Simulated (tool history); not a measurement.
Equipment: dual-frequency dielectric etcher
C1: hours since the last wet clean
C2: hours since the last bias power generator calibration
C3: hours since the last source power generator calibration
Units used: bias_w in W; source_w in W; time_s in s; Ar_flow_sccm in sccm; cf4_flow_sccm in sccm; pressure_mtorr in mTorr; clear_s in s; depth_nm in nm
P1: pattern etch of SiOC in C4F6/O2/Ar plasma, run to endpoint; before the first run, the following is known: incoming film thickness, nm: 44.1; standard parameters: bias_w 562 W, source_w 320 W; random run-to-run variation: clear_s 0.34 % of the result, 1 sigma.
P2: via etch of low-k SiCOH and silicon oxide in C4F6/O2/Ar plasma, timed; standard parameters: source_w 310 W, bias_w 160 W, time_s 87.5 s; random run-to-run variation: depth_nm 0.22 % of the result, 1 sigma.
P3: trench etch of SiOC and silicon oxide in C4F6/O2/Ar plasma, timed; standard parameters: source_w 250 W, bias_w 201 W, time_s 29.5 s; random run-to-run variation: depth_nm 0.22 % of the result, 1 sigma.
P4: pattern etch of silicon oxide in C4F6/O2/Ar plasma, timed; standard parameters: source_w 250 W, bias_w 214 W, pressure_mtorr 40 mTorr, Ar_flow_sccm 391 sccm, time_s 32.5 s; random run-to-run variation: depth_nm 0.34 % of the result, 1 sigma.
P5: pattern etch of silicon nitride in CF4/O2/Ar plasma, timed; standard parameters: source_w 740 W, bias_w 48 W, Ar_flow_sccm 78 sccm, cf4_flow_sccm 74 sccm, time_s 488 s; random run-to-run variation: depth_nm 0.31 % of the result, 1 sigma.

Run 1, day 0.225: process P1, bias_w 562 W, source_w 320 W; C1 122.2; C2 1206.4; C3 717.4. Result: clear_s 15.269 s.
Run 2, day 0.462: process P1, bias_w 562 W, source_w 400 W; C1 127.9; C2 1212.1; C3 723.1. Result: clear_s 14.034 s.
Run 3, day 0.825: process P2, bias_w 160 W, source_w 190 W, time_s 87.5 s; C1 136.6; C2 1220.8; C3 731.8. Result: depth_nm 175.5 nm.
Run 4, day 1.079: process P2, bias_w 160 W, source_w 310 W, time_s 87.5 s; C1 142.7; C2 1226.9; C3 737.9. Result: depth_nm 212.26 nm.
Run 5, day 1.354: process P1, bias_w 562 W, source_w 320 W; C1 149.3; C2 1233.5; C3 744.5. Result: clear_s 15.136 s.
Run 6, day 1.55: process P1, bias_w 562 W, source_w 320 W; C1 154; C2 1238.2; C3 749.2. Result: clear_s 15.283 s.
Run 7, day 1.938: process P1, bias_w 729 W, source_w 320 W; C1 163.3; C2 1247.5; C3 758.5. Result: clear_s 13.756 s.
Run 8, day 2.171: process P5, bias_w 30 W, source_w 740 W, time_s 488 s, Ar_flow_sccm 78 sccm, cf4_flow_sccm 74 sccm; C1 168.9; C2 1253.1; C3 764.1. Result: depth_nm 1118.5 nm.
Run 9, day 2.567: process P5, bias_w 48 W, source_w 740 W, time_s 488 s, Ar_flow_sccm 110 sccm, cf4_flow_sccm 74 sccm; C1 178.4; C2 1262.6; C3 773.6. Result: depth_nm 1249.3 nm.
Run 10, day 2.812: process P3, bias_w 201 W, source_w 250 W, time_s 19 s; C1 184.3; C2 1268.5; C3 779.5. Result: depth_nm 33.11 nm.
Run 11, day 3.004: process P2, bias_w 205 W, source_w 310 W, time_s 87.5 s; C1 188.9; C2 1273.1; C3 784.1. Result: depth_nm 228.64 nm.
Run 12, day 3.333: process P1, bias_w 562 W, source_w 190 W; C1 196.8; C2 1281; C3 792. Result: clear_s 18.43 s.
Run 13, day 3.546: process P2, bias_w 160 W, source_w 310 W, time_s 87.5 s; C1 201.9; C2 1286.1; C3 797.1. Result: depth_nm 211.89 nm.
Run 14, day 3.733: process P4, bias_w 214 W, source_w 250 W, time_s 32.5 s, Ar_flow_sccm 391 sccm, pressure_mtorr 49 mTorr; C1 206.4; C2 1290.6; C3 801.6. Result: depth_nm 85.198 nm.
Run 15, day 4.104: process P5, bias_w 48 W, source_w 740 W, time_s 488 s, Ar_flow_sccm 78 sccm, cf4_flow_sccm 97 sccm; C1 215.3; C2 1299.5; C3 810.5. Result: depth_nm 1355.6 nm.
Run 16, day 4.325: process P1, bias_w 693 W, source_w 250 W; C1 220.6; C2 1304.8; C3 815.8. Result: clear_s 15.348 s.
Run 17, day 4.571: process P3, bias_w 201 W, source_w 320 W, time_s 29.5 s; C1 226.5; C2 1310.7; C3 821.7. Result: depth_nm 56.579 nm.
Run 18, day 4.871: process P3, bias_w 201 W, source_w 250 W, time_s 29.5 s; C1 233.7; C2 1317.9; C3 828.9. Result: depth_nm 51.342 nm.
Run 19, day 5.117: process P5, bias_w 48 W, source_w 740 W, time_s 666.5 s, Ar_flow_sccm 78 sccm, cf4_flow_sccm 74 sccm; C1 239.6; C2 1323.8; C3 834.8. Result: depth_nm 1796.5 nm.
Run 20, day 5.388: process P2, bias_w 160 W, source_w 310 W, time_s 117.5 s; C1 246.1; C2 1330.3; C3 841.3. Result: depth_nm 284.51 nm.
Run 21, day 5.658: process P1, bias_w 684 W, source_w 210 W; C1 252.6; C2 1336.8; C3 847.8. Result: clear_s 16.444 s.
Run 22, day 5.933: process P4, bias_w 268 W, source_w 250 W, time_s 32.5 s, Ar_flow_sccm 391 sccm, pressure_mtorr 40 mTorr; C1 259.2; C2 1343.4; C3 854.4. Result: depth_nm 95.107 nm.
Run 23, day 6.238: process P1, bias_w 742 W, source_w 400 W; C1 266.5; C2 1350.7; C3 861.7. Result: clear_s 12.578 s.
Run 24, day 6.583: process P4, bias_w 214 W, source_w 250 W, time_s 32.5 s, Ar_flow_sccm 391 sccm, pressure_mtorr 40 mTorr; C1 274.8; C2 1359; C3 870. Result: depth_nm 88.101 nm.
Run 25, day 6.971: process P5, bias_w 48 W, source_w 740 W, time_s 488 s, Ar_flow_sccm 78 sccm, cf4_flow_sccm 74 sccm; C1 284.1; C2 1368.3; C3 879.3. Result: depth_nm 1301.1 nm.
Run 26, day 7.196: process P4, bias_w 214 W, source_w 250 W, time_s 32.5 s, Ar_flow_sccm 275 sccm, pressure_mtorr 40 mTorr; C1 289.5; C2 1373.7; C3 884.7. Result: depth_nm 91.049 nm.
Run 27, day 7.562: process P4, bias_w 214 W, source_w 250 W, time_s 21 s, Ar_flow_sccm 391 sccm, pressure_mtorr 40 mTorr; C1 298.3; C2 1382.5; C3 893.5. Result: depth_nm 56.622 nm.
Run 28, day 7.842: process P1, bias_w 562 W, source_w 320 W; C1 305; C2 1389.2; C3 900.2. Result: clear_s 15.235 s.
Run 29, day 8.1: process P5, bias_w 48 W, source_w 580 W, time_s 488 s, Ar_flow_sccm 78 sccm, cf4_flow_sccm 74 sccm; C1 311.2; C2 1395.4; C3 906.4. Result: depth_nm 1064.7 nm.
Run 30, day 8.4: process P3, bias_w 278 W, source_w 250 W, time_s 29.5 s; C1 318.4; C2 1402.6; C3 913.6. Result: depth_nm 57.624 nm.
Run 31, day 8.683: process P1, bias_w 448 W, source_w 320 W; C1 325.2; C2 1409.4; C3 920.4. Result: clear_s 16.562 s.
Run 32, day 8.921: process P1, bias_w 562 W, source_w 320 W; C1 330.9; C2 1415.1; C3 926.1. Result: clear_s 15.196 s.
Run 33, day 9.242: process P4, bias_w 214 W, source_w 160 W, time_s 32.5 s, Ar_flow_sccm 391 sccm, pressure_mtorr 40 mTorr; C1 338.6; C2 1422.8; C3 933.8. Result: depth_nm 74.391 nm.
Run 34, day 9.467: process P1, bias_w 562 W, source_w 320 W; C1 344; C2 1428.2; C3 939.2. Result: clear_s 15.192 s.
Run 35, day 9.754: process P1, bias_w 562 W, source_w 320 W; C1 350.9; C2 1435.1; C3 946.1. Result: clear_s 15.291 s.
Run 36, day 9.95: process P1, bias_w 562 W, source_w 320 W; C1 355.6; C2 1439.8; C3 950.8. Result: clear_s 15.224 s.
Run 37, day 10.25: process P1, bias_w 562 W, source_w 320 W; C1 362.8; C2 1447; C3 958. Result: clear_s 15.28 s.
Run 38, day 10.462: process P1, bias_w 562 W, source_w 320 W; C1 367.9; C2 1452.1; C3 963.1. Result: clear_s 15.343 s.
Run 39, day 10.8: process P1, bias_w 562 W, source_w 320 W; C1 376; C2 1460.2; C3 971.2. Result: clear_s 15.402 s.
Run 40, day 11.196: process P1, bias_w 562 W, source_w 320 W; C1 385.5; C2 1469.7; C3 980.7. Result: clear_s 15.361 s.
At day 11.429: wet clean of the chamber.
Run 41, day 11.446: process P1, bias_w 562 W, source_w 320 W; C1 0.4; C2 1475.7; C3 986.7. Result: clear_s 15.509 s.
Run 42, day 11.821: process P1, bias_w 562 W, source_w 320 W; C1 9.4; C2 1484.7; C3 995.7. Result: clear_s 15.455 s.
Run 43, day 12.117: process P1, bias_w 562 W, source_w 320 W; C1 16.5; C2 1491.8; C3 1002.8. Result: clear_s 15.527 s.
Run 44, day 12.421: process P1, bias_w 562 W, source_w 320 W; C1 23.8; C2 1499.1; C3 1010.1. Result: clear_s 15.445 s.

P1 no longer gives what it gave before; its output has crept away from where it was. The following 2 causes, each at its listed size, fit the log equally well:
A: source power that arrives under what is set, % = 4.57
B: bias power that arrives under what is set, % = 4.37
The creep began at about day 9.467.
Ruled out, with reasons:
chamber walls in a state that lowers the etch rate, %: serviced at day 11.429, after the change had begun; the process did not return to its earlier output

Listed below are the offered check runs, one wafer per run, with question marks in place of results. For which of them would the causes give clearly different outcomes?
Run check 1, day 12.725: process P5, bias_w 48 W, source_w 740 W, time_s 488 s, Ar_flow_sccm 78 sccm, cf4_flow_sccm 74 sccm. Result: depth_nm ?.
Run check 2, day 12.725: process P4, bias_w 214 W, source_w 250 W, time_s 32.5 s, Ar_flow_sccm 391 sccm, pressure_mtorr 40 mTorr. Result: depth_nm ?.
Run check 3, day 12.725: process P2, bias_w 160 W, source_w 310 W, time_s 87.5 s. Result: depth_nm ?.
Run check 4, day 12.725: process P3, bias_w 201 W, source_w 250 W, time_s 29.5 s. Result: depth_nm ?.

Predicted outcomes, by check and by cause:
  check    result    if A    if B
check 1  depth_nm  1258.1  1289.7
check 2  depth_nm  86.192  86.435
check 3  depth_nm  208.23  209.12
check 4  depth_nm  50.421  50.573
Distance between the nearest two causes, measured in the result of the check that separates them most: check 1 2.48 %; check 2 0.28 %; check 3 0.43 %; check 4 0.3 %
Check 1 tells the causes apart: in the others they would give nearly the same result.

The results of check 1 are: depth_nm 1258.8 nm. Based on these, which of the listed causes is it?

Of the candidate causes, it is A: source power that arrives under what is set, %.
